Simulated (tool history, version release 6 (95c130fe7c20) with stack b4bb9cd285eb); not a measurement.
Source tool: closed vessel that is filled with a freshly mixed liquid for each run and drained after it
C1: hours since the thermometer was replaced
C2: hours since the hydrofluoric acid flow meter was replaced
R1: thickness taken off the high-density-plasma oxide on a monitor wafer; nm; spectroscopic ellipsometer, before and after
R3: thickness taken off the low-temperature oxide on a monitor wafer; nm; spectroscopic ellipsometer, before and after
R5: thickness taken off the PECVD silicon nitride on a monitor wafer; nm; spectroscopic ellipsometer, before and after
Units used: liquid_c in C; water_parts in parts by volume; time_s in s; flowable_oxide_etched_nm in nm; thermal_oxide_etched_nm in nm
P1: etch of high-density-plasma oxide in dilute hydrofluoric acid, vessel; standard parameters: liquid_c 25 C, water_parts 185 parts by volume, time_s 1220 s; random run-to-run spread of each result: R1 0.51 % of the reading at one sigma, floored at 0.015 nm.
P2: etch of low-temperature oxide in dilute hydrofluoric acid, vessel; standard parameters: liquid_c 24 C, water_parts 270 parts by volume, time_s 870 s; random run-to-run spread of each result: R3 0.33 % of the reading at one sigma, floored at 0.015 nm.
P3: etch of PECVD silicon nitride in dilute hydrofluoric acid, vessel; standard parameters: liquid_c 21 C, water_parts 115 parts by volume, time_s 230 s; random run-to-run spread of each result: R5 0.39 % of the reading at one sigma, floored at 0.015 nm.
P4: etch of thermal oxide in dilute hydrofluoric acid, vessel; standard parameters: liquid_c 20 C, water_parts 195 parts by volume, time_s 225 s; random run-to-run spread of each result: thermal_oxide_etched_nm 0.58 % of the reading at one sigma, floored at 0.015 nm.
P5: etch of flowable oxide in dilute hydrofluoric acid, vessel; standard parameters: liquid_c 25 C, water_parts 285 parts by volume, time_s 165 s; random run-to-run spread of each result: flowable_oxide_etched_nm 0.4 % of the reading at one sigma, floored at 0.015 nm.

{"run": 1, "hour": 9.9, "process": "P1", "liquid_c": 25, "water_parts": 185, "time_s": 1220, "C1": 501, "C2": 209.2, "R1": 31.91}
{"run": 2, "hour": 19.8, "process": "P1", "liquid_c": 25, "water_parts": 45, "time_s": 1220, "C1": 510.9, "C2": 219.1, "R1": 156.01}
{"run": 3, "hour": 30.7, "process": "P5", "liquid_c": 18.5, "water_parts": 285, "time_s": 165, "C1": 521.8, "C2": 230, "flowable_oxide_etched_nm": 8.6803}
{"run": 4, "hour": 41.3, "process": "P1", "liquid_c": 29, "water_parts": 185, "time_s": 350, "C1": 532.4, "C2": 240.6, "R1": 10.59}
{"run": 5, "hour": 47.8, "process": "P5", "liquid_c": 25, "water_parts": 285, "time_s": 165, "C1": 538.9, "C2": 247.1, "flowable_oxide_etched_nm": 10.907}
{"hour": 51.4, "done": "hydrofluoric acid flow meter replaced"}
{"run": 6, "hour": 55.2, "process": "P1", "liquid_c": 25, "water_parts": 185, "time_s": 1220, "C1": 546.3, "C2": 3.9, "R1": 31.597}
{"run": 7, "hour": 62.2, "process": "P1", "liquid_c": 25, "water_parts": 125, "time_s": 160, "C1": 553.3, "C2": 10.9, "R1": 6.6191}
{"run": 8, "hour": 67.8, "process": "P2", "liquid_c": 29, "water_parts": 270, "time_s": 870, "C1": 558.9, "C2": 16.5, "R3": 39.39}
{"run": 9, "hour": 78.0, "process": "P4", "liquid_c": 20, "water_parts": 80, "time_s": 225, "C1": 569.1, "C2": 26.7, "thermal_oxide_etched_nm": 11.489}
{"run": 10, "hour": 89.3, "process": "P1", "liquid_c": 25, "water_parts": 185, "time_s": 1220, "C1": 580.4, "C2": 38, "R1": 31.771}
{"run": 11, "hour": 100.6, "process": "P1", "liquid_c": 19, "water_parts": 185, "time_s": 1220, "C1": 591.7, "C2": 49.3, "R1": 25.177}
{"run": 12, "hour": 107.9, "process": "P3", "liquid_c": 21, "water_parts": 115, "time_s": 30, "C1": 599, "C2": 56.6, "R5": 0.80275}
{"run": 13, "hour": 114.7, "process": "P1", "liquid_c": 32.5, "water_parts": 185, "time_s": 1220, "C1": 605.8, "C2": 63.4, "R1": 41.372}
{"run": 14, "hour": 121.5, "process": "P3", "liquid_c": 21, "water_parts": 115, "time_s": 230, "C1": 612.6, "C2": 70.2, "R5": 6.2829}
{"run": 15, "hour": 130.6, "process": "P1", "liquid_c": 25, "water_parts": 185, "time_s": 270, "C1": 621.7, "C2": 79.3, "R1": 7.1127}
{"run": 16, "hour": 137.6, "process": "P4", "liquid_c": 20, "water_parts": 195, "time_s": 335, "C1": 628.7, "C2": 86.3, "thermal_oxide_etched_nm": 6.1955}
{"run": 17, "hour": 146.5, "process": "P2", "liquid_c": 24, "water_parts": 85, "time_s": 870, "C1": 637.6, "C2": 95.2, "R3": 128.04}
{"run": 18, "hour": 156.7, "process": "P3", "liquid_c": 21, "water_parts": 115, "time_s": 230, "C1": 647.8, "C2": 105.4, "R5": 6.2744}
{"run": 19, "hour": 164.5, "process": "P1", "liquid_c": 25, "water_parts": 185, "time_s": 1220, "C1": 655.6, "C2": 113.2, "R1": 32.145}
{"run": 20, "hour": 172.7, "process": "P5", "liquid_c": 25, "water_parts": 485, "time_s": 165, "C1": 663.8, "C2": 121.4, "flowable_oxide_etched_nm": 5.292}
{"run": 21, "hour": 181.2, "process": "P2", "liquid_c": 24, "water_parts": 270, "time_s": 870, "C1": 672.3, "C2": 129.9, "R3": 33.073}
{"run": 22, "hour": 188.0, "process": "P2", "liquid_c": 24, "water_parts": 270, "time_s": 870, "C1": 679.1, "C2": 136.7, "R3": 33.049}
{"run": 23, "hour": 195.9, "process": "P2", "liquid_c": 24, "water_parts": 270, "time_s": 215, "C1": 687, "C2": 144.6, "R3": 8.1599}
{"run": 24, "hour": 206.8, "process": "P1", "liquid_c": 25, "water_parts": 290, "time_s": 1220, "C1": 697.9, "C2": 155.5, "R1": 18.233}
{"run": 25, "hour": 216.1, "process": "P4", "liquid_c": 20, "water_parts": 195, "time_s": 225, "C1": 707.2, "C2": 164.8, "thermal_oxide_etched_nm": 4.199}
{"run": 26, "hour": 226.1, "process": "P1", "liquid_c": 25, "water_parts": 185, "time_s": 1220, "C1": 717.2, "C2": 174.8, "R1": 31.83}
{"run": 27, "hour": 232.8, "process": "P1", "liquid_c": 25, "water_parts": 185, "time_s": 1220, "C1": 723.9, "C2": 181.5, "R1": 31.476}
{"run": 28, "hour": 239.3, "process": "P3", "liquid_c": 17, "water_parts": 115, "time_s": 230, "C1": 730.4, "C2": 188, "R5": 4.7465}
{"run": 29, "hour": 244.9, "process": "P5", "liquid_c": 25, "water_parts": 285, "time_s": 30, "C1": 736, "C2": 193.6, "flowable_oxide_etched_nm": 1.9828}
{"run": 30, "hour": 252.0, "process": "P3", "liquid_c": 21, "water_parts": 55, "time_s": 230, "C1": 743.1, "C2": 200.7, "R5": 12.959}
{"run": 31, "hour": 260.8, "process": "P4", "liquid_c": 20, "water_parts": 195, "time_s": 225, "C1": 751.9, "C2": 209.5, "thermal_oxide_etched_nm": 4.2062}
{"run": 32, "hour": 271.7, "process": "P1", "liquid_c": 25, "water_parts": 185, "time_s": 1895, "C1": 762.8, "C2": 220.4, "R1": 49.488}
{"run": 33, "hour": 278.1, "process": "P4", "liquid_c": 17, "water_parts": 195, "time_s": 225, "C1": 769.2, "C2": 226.8, "thermal_oxide_etched_nm": 3.6731}
{"run": 34, "hour": 289.4, "process": "P1", "liquid_c": 25, "water_parts": 185, "time_s": 1220, "C1": 780.5, "C2": 238.1, "R1": 31.677}
{"run": 35, "hour": 297.3, "process": "P1", "liquid_c": 25, "water_parts": 185, "time_s": 1220, "C1": 788.4, "C2": 246, "R1": 31.063}
{"run": 36, "hour": 305.4, "process": "P1", "liquid_c": 25, "water_parts": 185, "time_s": 1220, "C1": 796.5, "C2": 254.1, "R1": 30.891}
{"run": 37, "hour": 314.2, "process": "P1", "liquid_c": 25, "water_parts": 185, "time_s": 1220, "C1": 805.3, "C2": 262.9, "R1": 30.636}
{"run": 38, "hour": 321.8, "process": "P1", "liquid_c": 25, "water_parts": 185, "time_s": 1220, "C1": 812.9, "C2": 270.5, "R1": 30.234}
{"run": 39, "hour": 331.2, "process": "P1", "liquid_c": 25, "water_parts": 185, "time_s": 1220, "C1": 822.3, "C2": 279.9, "R1": 30.297}
{"run": 40, "hour": 342.3, "process": "P1", "liquid_c": 25, "water_parts": 185, "time_s": 1220, "C1": 833.4, "C2": 291, "R1": 30.118}
{"run": 41, "hour": 347.4, "process": "P1", "liquid_c": 25, "water_parts": 185, "time_s": 1220, "C1": 838.5, "C2": 296.1, "R1": 29.882}
{"run": 42, "hour": 355.1, "process": "P1", "liquid_c": 25, "water_parts": 185, "time_s": 1220, "C1": 846.2, "C2": 303.8, "R1": 30.127}
{"run": 43, "hour": 365.3, "process": "P1", "liquid_c": 25, "water_parts": 185, "time_s": 1220, "C1": 856.4, "C2": 314, "R1": 29.903}
{"run": 44, "hour": 370.4, "process": "P1", "liquid_c": 25, "water_parts": 185, "time_s": 1220, "C1": 861.5, "C2": 319.1, "R1": 30.25}

P1 has crept away from where it was. The log is fitted equally well by each of these 2 causes, at the sizes shown:
A: hydrofluoric acid flow below the setpoint (%) = 4.89
B: liquid colder than its thermometer reads (K) = 1.64
The process output started creeping at around hour 289.4.

Each of the 4 check runs below uses one wafer; its results are left as question marks. Which run tells the causes apart?
{"run": "check 1", "hour": 375.5, "process": "P5", "liquid_c": 25, "water_parts": 440, "time_s": 30, "flowable_oxide_etched_nm": "?"}
{"run": "check 2", "hour": 375.5, "process": "P2", "liquid_c": 24, "water_parts": 135, "time_s": 870, "R3": "?"}
{"run": "check 3", "hour": 375.5, "process": "P4", "liquid_c": 20, "water_parts": 120, "time_s": 225, "thermal_oxide_etched_nm": "?"}
{"run": "check 4", "hour": 375.5, "process": "P3", "liquid_c": 21, "water_parts": 115, "time_s": 130, "R5": "?"}

What every check run would give for each of its results, assuming each possible cause in turn:
check=check_1 result=flowable_oxide_etched_nm if_A=1.0335 if_B=1.0516
check=check_2 result=R3 if_A=71.933 if_B=71.525
check=check_3 result=thermal_oxide_etched_nm if_A=6.9477 if_B=6.8771
check=check_4 result=R5 if_A=3.3737 if_B=3.1715
Per-check spread between the two closest causes, in the result where they differ most: check 1 1.73 %; check 2 0.57 %; check 3 1.02 %; check 4 6.18 %
Only in check 4 would the causes give clearly different results; in the remaining checks their results would be nearly the same.

Running check 4 produced the following: R5 3.363 nm. Which one of the listed causes fits?

Of the candidate causes, it is A: hydrofluoric acid flow below the setpoint (%).
